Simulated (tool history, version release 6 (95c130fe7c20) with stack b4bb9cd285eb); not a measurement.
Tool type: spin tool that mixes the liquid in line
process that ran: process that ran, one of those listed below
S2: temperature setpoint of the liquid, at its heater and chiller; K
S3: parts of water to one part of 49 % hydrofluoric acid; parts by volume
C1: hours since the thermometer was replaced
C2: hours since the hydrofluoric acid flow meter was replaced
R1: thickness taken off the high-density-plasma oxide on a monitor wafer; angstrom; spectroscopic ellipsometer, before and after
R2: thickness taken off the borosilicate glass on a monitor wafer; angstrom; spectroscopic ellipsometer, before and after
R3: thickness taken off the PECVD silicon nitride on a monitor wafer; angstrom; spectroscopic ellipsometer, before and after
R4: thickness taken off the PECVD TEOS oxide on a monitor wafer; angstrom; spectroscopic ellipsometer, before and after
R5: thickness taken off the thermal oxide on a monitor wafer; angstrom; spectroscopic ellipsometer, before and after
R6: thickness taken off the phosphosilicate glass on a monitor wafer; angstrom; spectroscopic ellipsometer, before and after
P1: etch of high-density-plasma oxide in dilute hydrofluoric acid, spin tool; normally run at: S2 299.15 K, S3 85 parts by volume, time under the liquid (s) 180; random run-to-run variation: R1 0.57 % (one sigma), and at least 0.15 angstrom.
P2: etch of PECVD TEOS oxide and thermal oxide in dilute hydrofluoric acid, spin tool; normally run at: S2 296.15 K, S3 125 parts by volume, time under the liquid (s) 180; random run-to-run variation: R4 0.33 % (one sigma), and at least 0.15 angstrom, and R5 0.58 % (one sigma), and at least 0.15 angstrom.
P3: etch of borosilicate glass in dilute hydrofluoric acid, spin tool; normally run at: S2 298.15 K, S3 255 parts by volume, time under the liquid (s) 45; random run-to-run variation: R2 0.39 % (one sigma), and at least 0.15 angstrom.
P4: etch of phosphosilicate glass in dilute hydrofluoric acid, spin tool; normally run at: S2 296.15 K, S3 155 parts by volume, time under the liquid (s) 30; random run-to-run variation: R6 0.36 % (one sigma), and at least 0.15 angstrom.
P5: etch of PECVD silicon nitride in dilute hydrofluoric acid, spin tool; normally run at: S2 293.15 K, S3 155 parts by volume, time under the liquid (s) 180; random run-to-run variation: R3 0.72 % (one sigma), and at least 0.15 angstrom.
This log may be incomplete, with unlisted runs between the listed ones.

{"run": 1, "hour": 14.9, "process that ran": "P1", "S2": 299.15, "S3": 85, "time under the liquid (s)": 180, "C1": 463.0, "C2": 230.1, "R1": 176.81}
{"run": 2, "hour": 25.2, "process that ran": "P1", "S2": 304.65, "S3": 85, "time under the liquid (s)": 180, "C1": 473.3, "C2": 240.4, "R1": 219.15}
{"run": 3, "hour": 34.8, "process that ran": "P3", "S2": 294.65, "S3": 255, "time under the liquid (s)": 45, "C1": 482.9, "C2": 250.0, "R2": 53.983}
{"run": 4, "hour": 52.5, "process that ran": "P5", "S2": 293.15, "S3": 155, "time under the liquid (s)": 355, "C1": 500.6, "C2": 267.7, "R3": 55.093}
{"run": 5, "hour": 66.2, "process that ran": "P5", "S2": 293.15, "S3": 95, "time under the liquid (s)": 180, "C1": 514.3, "C2": 281.4, "R3": 44.433}
{"run": 6, "hour": 80.0, "process that ran": "P1", "S2": 299.15, "S3": 85, "time under the liquid (s)": 180, "C1": 528.1, "C2": 295.2, "R1": 176.7}
{"run": 7, "hour": 93.9, "process that ran": "P2", "S2": 296.15, "S3": 125, "time under the liquid (s)": 180, "C1": 542.0, "C2": 309.1, "R4": 241.93, "R5": 63.414}
{"run": 8, "hour": 104.3, "process that ran": "P4", "S2": 290.15, "S3": 155, "time under the liquid (s)": 30, "C1": 552.4, "C2": 319.5, "R6": 86.536}
{"run": 9, "hour": 119.6, "process that ran": "P3", "S2": 298.15, "S3": 40, "time under the liquid (s)": 45, "C1": 567.7, "C2": 334.8, "R2": 509.47}
{"hour": 134.3, "done": "hydrofluoric acid flow meter replaced"}
{"run": 10, "hour": 134.8, "process that ran": "P4", "S2": 296.15, "S3": 155, "time under the liquid (s)": 55, "C1": 582.9, "C2": 0.6, "R6": 198.87}
{"run": 11, "hour": 143.5, "process that ran": "P1", "S2": 295.65, "S3": 85, "time under the liquid (s)": 20, "C1": 591.6, "C2": 9.3, "R1": 16.857}
{"run": 12, "hour": 157.7, "process that ran": "P4", "S2": 296.15, "S3": 250, "time under the liquid (s)": 30, "C1": 605.8, "C2": 23.5, "R6": 61.047}
{"run": 13, "hour": 168.8, "process that ran": "P1", "S2": 299.15, "S3": 85, "time under the liquid (s)": 305, "C1": 616.9, "C2": 34.6, "R1": 297.11}
{"run": 14, "hour": 183.0, "process that ran": "P1", "S2": 299.15, "S3": 85, "time under the liquid (s)": 180, "C1": 631.1, "C2": 48.8, "R1": 176.0}
{"run": 15, "hour": 195.9, "process that ran": "P2", "S2": 296.15, "S3": 170, "time under the liquid (s)": 180, "C1": 644.0, "C2": 61.7, "R4": 168.36, "R5": 43.727}
{"run": 16, "hour": 204.1, "process that ran": "P2", "S2": 296.15, "S3": 125, "time under the liquid (s)": 15, "C1": 652.2, "C2": 69.9, "R4": 20.25, "R5": 5.2226}
{"run": 17, "hour": 220.8, "process that ran": "P5", "S2": 293.15, "S3": 155, "time under the liquid (s)": 180, "C1": 668.9, "C2": 86.6, "R3": 27.807}
{"run": 18, "hour": 237.8, "process that ran": "P1", "S2": 299.15, "S3": 150, "time under the liquid (s)": 180, "C1": 685.9, "C2": 103.6, "R1": 93.871}
{"run": 19, "hour": 248.2, "process that ran": "P5", "S2": 293.15, "S3": 155, "time under the liquid (s)": 180, "C1": 696.3, "C2": 114.0, "R3": 27.474}
{"run": 20, "hour": 255.9, "process that ran": "P4", "S2": 296.15, "S3": 155, "time under the liquid (s)": 30, "C1": 704.0, "C2": 121.7, "R6": 109.21}
{"run": 21, "hour": 272.2, "process that ran": "P1", "S2": 299.15, "S3": 85, "time under the liquid (s)": 15, "C1": 720.3, "C2": 138.0, "R1": 14.762}
{"run": 22, "hour": 285.6, "process that ran": "P2", "S2": 302.15, "S3": 125, "time under the liquid (s)": 180, "C1": 733.7, "C2": 151.4, "R4": 303.8, "R5": 79.741}
{"run": 23, "hour": 296.6, "process that ran": "P3", "S2": 298.15, "S3": 255, "time under the liquid (s)": 45, "C1": 744.7, "C2": 162.4, "R2": 61.671}
{"run": 24, "hour": 309.2, "process that ran": "P3", "S2": 298.15, "S3": 255, "time under the liquid (s)": 15, "C1": 757.3, "C2": 175.0, "R2": 20.539}
{"run": 25, "hour": 323.6, "process that ran": "P1", "S2": 304.15, "S3": 85, "time under the liquid (s)": 90, "C1": 771.7, "C2": 189.4, "R1": 108.76}
{"run": 26, "hour": 338.3, "process that ran": "P1", "S2": 299.15, "S3": 85, "time under the liquid (s)": 180, "C1": 786.4, "C2": 204.1, "R1": 178.03}
{"run": 27, "hour": 353.5, "process that ran": "P1", "S2": 299.15, "S3": 25, "time under the liquid (s)": 180, "C1": 801.6, "C2": 219.3, "R1": 656.93}
{"run": 28, "hour": 370.6, "process that ran": "P1", "S2": 295.15, "S3": 85, "time under the liquid (s)": 180, "C1": 818.7, "C2": 236.4, "R1": 151.49}
{"run": 29, "hour": 379.7, "process that ran": "P4", "S2": 296.15, "S3": 155, "time under the liquid (s)": 30, "C1": 827.8, "C2": 245.5, "R6": 108.91}
{"run": 30, "hour": 390.6, "process that ran": "P5", "S2": 299.15, "S3": 155, "time under the liquid (s)": 180, "C1": 838.7, "C2": 256.4, "R3": 41.592}
{"run": 31, "hour": 403.9, "process that ran": "P1", "S2": 299.15, "S3": 85, "time under the liquid (s)": 180, "C1": 852.0, "C2": 269.7, "R1": 179.16}
{"run": 32, "hour": 419.1, "process that ran": "P1", "S2": 299.15, "S3": 85, "time under the liquid (s)": 180, "C1": 867.2, "C2": 284.9, "R1": 172.7}
{"run": 33, "hour": 436.0, "process that ran": "P1", "S2": 299.15, "S3": 85, "time under the liquid (s)": 180, "C1": 884.1, "C2": 301.8, "R1": 169.2}
{"run": 34, "hour": 447.4, "process that ran": "P1", "S2": 299.15, "S3": 85, "time under the liquid (s)": 180, "C1": 895.5, "C2": 313.2, "R1": 168.88}
{"run": 35, "hour": 464.7, "process that ran": "P1", "S2": 299.15, "S3": 85, "time under the liquid (s)": 180, "C1": 912.8, "C2": 330.5, "R1": 166.34}
{"run": 36, "hour": 479.5, "process that ran": "P1", "S2": 299.15, "S3": 85, "time under the liquid (s)": 180, "C1": 927.6, "C2": 345.3, "R1": 168.12}
{"run": 37, "hour": 490.3, "process that ran": "P1", "S2": 299.15, "S3": 85, "time under the liquid (s)": 180, "C1": 938.4, "C2": 356.1, "R1": 167.67}
{"run": 38, "hour": 501.4, "process that ran": "P1", "S2": 299.15, "S3": 85, "time under the liquid (s)": 180, "C1": 949.5, "C2": 367.2, "R1": 165.73}
{"run": 39, "hour": 514.3, "process that ran": "P1", "S2": 299.15, "S3": 85, "time under the liquid (s)": 180, "C1": 962.4, "C2": 380.1, "R1": 167.47}

P1 has crept away from where it was. The log is fitted equally well by each of these 2 causes, at the sizes shown:
A: liquid colder than its thermometer reads (K) = 1.53
B: hydrofluoric acid flow below the setpoint (%) = 5.27
The creep began at about hour 403.9.

The list below offers 4 check runs, each averaging the results of 2 wafers, and shows each result as a question mark. For which of them would the listed causes give clearly different results?
{"run": "check 1", "hour": 527.2, "process that ran": "P4", "S2": 292.15, "S3": 155, "time under the liquid (s)": 45, "R6": "?"}
{"run": "check 2", "hour": 527.2, "process that ran": "P5", "S2": 293.15, "S3": 155, "time under the liquid (s)": 340, "R3": "?"}
{"run": "check 3", "hour": 527.2, "process that ran": "P2", "S2": 300.15, "S3": 125, "time under the liquid (s)": 15, "R4": "?", "R5": "?"}
{"run": "check 4", "hour": 527.2, "process that ran": "P3", "S2": 298.15, "S3": 130, "time under the liquid (s)": 15, "R2": "?"}

Outcome of each check run for each possible cause:
check=check_1 result=R6 if_A=131.380 if_B=131.250
check=check_2 result=R3 if_A=47.584 if_B=50.024
check=check_3 result=R4 if_A=22.178 if_B=22.076
check=check_3 result=R5 if_A=5.8210 if_B=5.7941
check=check_4 result=R2 if_A=43.735 if_B=43.578
Gap, in per cent, between the two causes that each check separates least, read from the result that separates them most: check 1 0.1 %; check 2 5 %; check 3 0.46 %; check 4 0.36 %
The other checks would show nearly matching results whichever cause is true, so check 2 is the only one that separates the causes.

Here is what check 2 returned: R3 50.526 angstrom. Which cause is it?

The correct cause is B, namely: hydrofluoric acid flow below the setpoint (%).
